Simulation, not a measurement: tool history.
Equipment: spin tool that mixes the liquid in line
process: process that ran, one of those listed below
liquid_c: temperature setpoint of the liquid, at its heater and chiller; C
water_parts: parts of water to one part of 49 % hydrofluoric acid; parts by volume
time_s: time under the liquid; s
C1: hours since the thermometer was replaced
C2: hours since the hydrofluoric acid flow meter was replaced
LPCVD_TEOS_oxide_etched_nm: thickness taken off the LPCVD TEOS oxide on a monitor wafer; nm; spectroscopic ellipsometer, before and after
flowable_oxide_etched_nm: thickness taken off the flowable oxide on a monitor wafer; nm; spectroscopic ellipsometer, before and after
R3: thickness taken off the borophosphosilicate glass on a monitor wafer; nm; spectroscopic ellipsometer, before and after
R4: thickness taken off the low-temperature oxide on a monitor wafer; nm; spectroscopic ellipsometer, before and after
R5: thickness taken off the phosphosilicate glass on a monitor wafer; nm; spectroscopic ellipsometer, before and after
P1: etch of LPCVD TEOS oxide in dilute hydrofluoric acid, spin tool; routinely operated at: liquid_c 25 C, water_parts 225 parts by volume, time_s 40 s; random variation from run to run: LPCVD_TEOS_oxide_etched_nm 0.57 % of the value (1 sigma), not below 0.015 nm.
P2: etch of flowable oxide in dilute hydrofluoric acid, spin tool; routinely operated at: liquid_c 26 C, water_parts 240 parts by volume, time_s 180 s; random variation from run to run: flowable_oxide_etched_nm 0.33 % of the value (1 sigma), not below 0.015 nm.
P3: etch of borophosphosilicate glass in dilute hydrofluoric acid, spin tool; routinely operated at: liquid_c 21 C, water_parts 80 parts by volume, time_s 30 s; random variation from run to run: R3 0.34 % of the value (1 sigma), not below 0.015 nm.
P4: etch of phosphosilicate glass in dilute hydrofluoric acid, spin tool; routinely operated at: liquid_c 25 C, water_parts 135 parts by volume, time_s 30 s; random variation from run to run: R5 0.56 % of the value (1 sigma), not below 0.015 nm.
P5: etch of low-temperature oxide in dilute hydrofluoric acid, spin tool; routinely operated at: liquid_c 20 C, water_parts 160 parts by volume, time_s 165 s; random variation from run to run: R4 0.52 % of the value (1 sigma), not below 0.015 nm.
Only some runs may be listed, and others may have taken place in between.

{"run": 1, "day": 0.179, "process": "P1", "liquid_c": 25, "water_parts": 225, "time_s": 40, "C1": 322.6, "C2": 406.9, "LPCVD_TEOS_oxide_etched_nm": 8.6591}
{"run": 2, "day": 0.408, "process": "P1", "liquid_c": 25, "water_parts": 225, "time_s": 15, "C1": 328.1, "C2": 412.4, "LPCVD_TEOS_oxide_etched_nm": 3.263}
{"run": 3, "day": 0.604, "process": "P1", "liquid_c": 33, "water_parts": 365, "time_s": 40, "C1": 332.8, "C2": 417.1, "LPCVD_TEOS_oxide_etched_nm": 5.9855}
{"run": 4, "day": 0.775, "process": "P2", "liquid_c": 20.5, "water_parts": 240, "time_s": 180, "C1": 336.9, "C2": 421.2, "flowable_oxide_etched_nm": 25.314}
{"run": 5, "day": 0.917, "process": "P3", "liquid_c": 21, "water_parts": 20, "time_s": 30, "C1": 340.3, "C2": 424.6, "R3": 97.703}
{"run": 6, "day": 1.121, "process": "P3", "liquid_c": 21, "water_parts": 80, "time_s": 60, "C1": 345.2, "C2": 429.5, "R3": 45.193}
{"run": 7, "day": 1.233, "process": "P1", "liquid_c": 21.5, "water_parts": 225, "time_s": 40, "C1": 347.9, "C2": 432.2, "LPCVD_TEOS_oxide_etched_nm": 7.6609}
{"run": 8, "day": 1.375, "process": "P1", "liquid_c": 29.5, "water_parts": 355, "time_s": 40, "C1": 351.3, "C2": 435.6, "LPCVD_TEOS_oxide_etched_nm": 5.6113}
{"run": 9, "day": 1.604, "process": "P1", "liquid_c": 25, "water_parts": 225, "time_s": 75, "C1": 356.8, "C2": 441.1, "LPCVD_TEOS_oxide_etched_nm": 16.224}
{"run": 10, "day": 1.717, "process": "P5", "liquid_c": 20, "water_parts": 230, "time_s": 165, "C1": 359.5, "C2": 443.8, "R4": 9.7483}
{"run": 11, "day": 1.917, "process": "P3", "liquid_c": 17, "water_parts": 80, "time_s": 30, "C1": 364.3, "C2": 448.6, "R3": 19.168}
{"run": 12, "day": 2.154, "process": "P2", "liquid_c": 26, "water_parts": 240, "time_s": 180, "C1": 370, "C2": 454.3, "flowable_oxide_etched_nm": 30.945}
{"run": 13, "day": 2.304, "process": "P1", "liquid_c": 25, "water_parts": 225, "time_s": 40, "C1": 373.6, "C2": 457.9, "LPCVD_TEOS_oxide_etched_nm": 8.693}
{"run": 14, "day": 2.496, "process": "P3", "liquid_c": 21, "water_parts": 80, "time_s": 30, "C1": 378.2, "C2": 462.5, "R3": 22.709}
{"run": 15, "day": 2.65, "process": "P1", "liquid_c": 25, "water_parts": 225, "time_s": 40, "C1": 381.9, "C2": 466.2, "LPCVD_TEOS_oxide_etched_nm": 8.691}
{"run": 16, "day": 2.754, "process": "P5", "liquid_c": 26.5, "water_parts": 160, "time_s": 165, "C1": 384.4, "C2": 468.7, "R4": 19.272}
{"run": 17, "day": 2.933, "process": "P3", "liquid_c": 21, "water_parts": 80, "time_s": 30, "C1": 388.7, "C2": 473, "R3": 22.632}
{"run": 18, "day": 3.062, "process": "P2", "liquid_c": 26, "water_parts": 240, "time_s": 320, "C1": 391.8, "C2": 476.1, "flowable_oxide_etched_nm": 54.846}
{"run": 19, "day": 3.304, "process": "P1", "liquid_c": 25, "water_parts": 225, "time_s": 40, "C1": 397.6, "C2": 481.9, "LPCVD_TEOS_oxide_etched_nm": 8.7725}
{"run": 20, "day": 3.421, "process": "P4", "liquid_c": 31, "water_parts": 135, "time_s": 30, "C1": 400.4, "C2": 484.7, "R5": 35.706}
{"run": 21, "day": 3.612, "process": "P1", "liquid_c": 32.5, "water_parts": 225, "time_s": 75, "C1": 405, "C2": 489.3, "LPCVD_TEOS_oxide_etched_nm": 21.216}
{"run": 22, "day": 3.75, "process": "P2", "liquid_c": 26, "water_parts": 150, "time_s": 180, "C1": 408.3, "C2": 492.6, "flowable_oxide_etched_nm": 54.827}
{"run": 23, "day": 3.975, "process": "P5", "liquid_c": 20, "water_parts": 160, "time_s": 165, "C1": 413.7, "C2": 498, "R4": 15.06}
{"run": 24, "day": 4.104, "process": "P1", "liquid_c": 25, "water_parts": 375, "time_s": 40, "C1": 416.8, "C2": 501.1, "LPCVD_TEOS_oxide_etched_nm": 4.4683}
{"run": 25, "day": 4.212, "process": "P1", "liquid_c": 25, "water_parts": 225, "time_s": 40, "C1": 419.4, "C2": 503.7, "LPCVD_TEOS_oxide_etched_nm": 8.6983}
{"run": 26, "day": 4.321, "process": "P4", "liquid_c": 25, "water_parts": 200, "time_s": 30, "C1": 422, "C2": 506.3, "R5": 18.194}
{"run": 27, "day": 4.529, "process": "P4", "liquid_c": 25, "water_parts": 135, "time_s": 30, "C1": 427, "C2": 511.3, "R5": 29.002}
{"run": 28, "day": 4.638, "process": "P1", "liquid_c": 30.5, "water_parts": 225, "time_s": 40, "C1": 429.6, "C2": 513.9, "LPCVD_TEOS_oxide_etched_nm": 10.567}
{"run": 29, "day": 4.838, "process": "P5", "liquid_c": 20, "water_parts": 160, "time_s": 30, "C1": 434.4, "C2": 518.7, "R4": 2.6904}
{"run": 30, "day": 4.992, "process": "P1", "liquid_c": 25, "water_parts": 140, "time_s": 40, "C1": 438.1, "C2": 522.4, "LPCVD_TEOS_oxide_etched_nm": 15.401}
{"run": 31, "day": 5.1, "process": "P4", "liquid_c": 25, "water_parts": 135, "time_s": 15, "C1": 440.7, "C2": 525, "R5": 14.51}
{"run": 32, "day": 5.308, "process": "P1", "liquid_c": 25, "water_parts": 225, "time_s": 40, "C1": 445.7, "C2": 530, "LPCVD_TEOS_oxide_etched_nm": 8.7469}
{"run": 33, "day": 5.433, "process": "P1", "liquid_c": 25, "water_parts": 225, "time_s": 40, "C1": 448.7, "C2": 533, "LPCVD_TEOS_oxide_etched_nm": 8.9885}
{"run": 34, "day": 5.592, "process": "P1", "liquid_c": 25, "water_parts": 225, "time_s": 40, "C1": 452.5, "C2": 536.8, "LPCVD_TEOS_oxide_etched_nm": 9.3565}
{"run": 35, "day": 5.792, "process": "P1", "liquid_c": 25, "water_parts": 225, "time_s": 40, "C1": 457.3, "C2": 541.6, "LPCVD_TEOS_oxide_etched_nm": 9.3526}
{"run": 36, "day": 5.904, "process": "P1", "liquid_c": 25, "water_parts": 225, "time_s": 40, "C1": 460, "C2": 544.3, "LPCVD_TEOS_oxide_etched_nm": 9.3442}
{"run": 37, "day": 6.104, "process": "P1", "liquid_c": 25, "water_parts": 225, "time_s": 40, "C1": 464.8, "C2": 549.1, "LPCVD_TEOS_oxide_etched_nm": 9.4686}
{"run": 38, "day": 6.271, "process": "P1", "liquid_c": 25, "water_parts": 225, "time_s": 40, "C1": 468.8, "C2": 553.1, "LPCVD_TEOS_oxide_etched_nm": 9.4712}
{"run": 39, "day": 6.442, "process": "P1", "liquid_c": 25, "water_parts": 225, "time_s": 40, "C1": 472.9, "C2": 557.2, "LPCVD_TEOS_oxide_etched_nm": 9.5258}

The log shows P1 creeping away from where it was. Any of the 2 causes listed here, at the size stated for it, fits the log just as well as the others:
A: hydrofluoric acid flow above the setpoint (%) = 7.22
B: liquid hotter than its thermometer reads (K) = 2.43
Onset of the creep was near day 5.308.

Question marks stand in for the results of the 4 check runs listed below, each run on one wafer. Under which run would the listed causes show clearly different results?
{"run": "check 1", "day": 6.612, "process": "P5", "liquid_c": 23, "water_parts": 230, "time_s": 165, "R4": "?"}
{"run": "check 2", "day": 6.612, "process": "P4", "liquid_c": 29.5, "water_parts": 135, "time_s": 30, "R5": "?"}
{"run": "check 3", "day": 6.612, "process": "P3", "liquid_c": 17, "water_parts": 20, "time_s": 30, "R3": "?"}
{"run": "check 4", "day": 6.612, "process": "P2", "liquid_c": 21.5, "water_parts": 240, "time_s": 180, "flowable_oxide_etched_nm": "?"}

Expected result of each check under each candidate cause:
check=check_1 result=R4 if_A=11.886 if_B=11.913
check=check_2 result=R5 if_A=37.088 if_B=37.311
check=check_3 result=R3 if_A=88.04 if_B=91.23
check=check_4 result=flowable_oxide_etched_nm if_A=28.657 if_B=28.751
How far apart the two closest causes lie, in the result that separates them most: check 1 0.23 %; check 2 0.6 %; check 3 3.56 %; check 4 0.33 %
The other checks would show nearly matching results whichever cause is true, so check 3 is the only one that separates the causes.

After running check 3, the following was obtained: R3 91.401 nm. Which cause does this point to?

The cause is B: liquid hotter than its thermometer reads (K).

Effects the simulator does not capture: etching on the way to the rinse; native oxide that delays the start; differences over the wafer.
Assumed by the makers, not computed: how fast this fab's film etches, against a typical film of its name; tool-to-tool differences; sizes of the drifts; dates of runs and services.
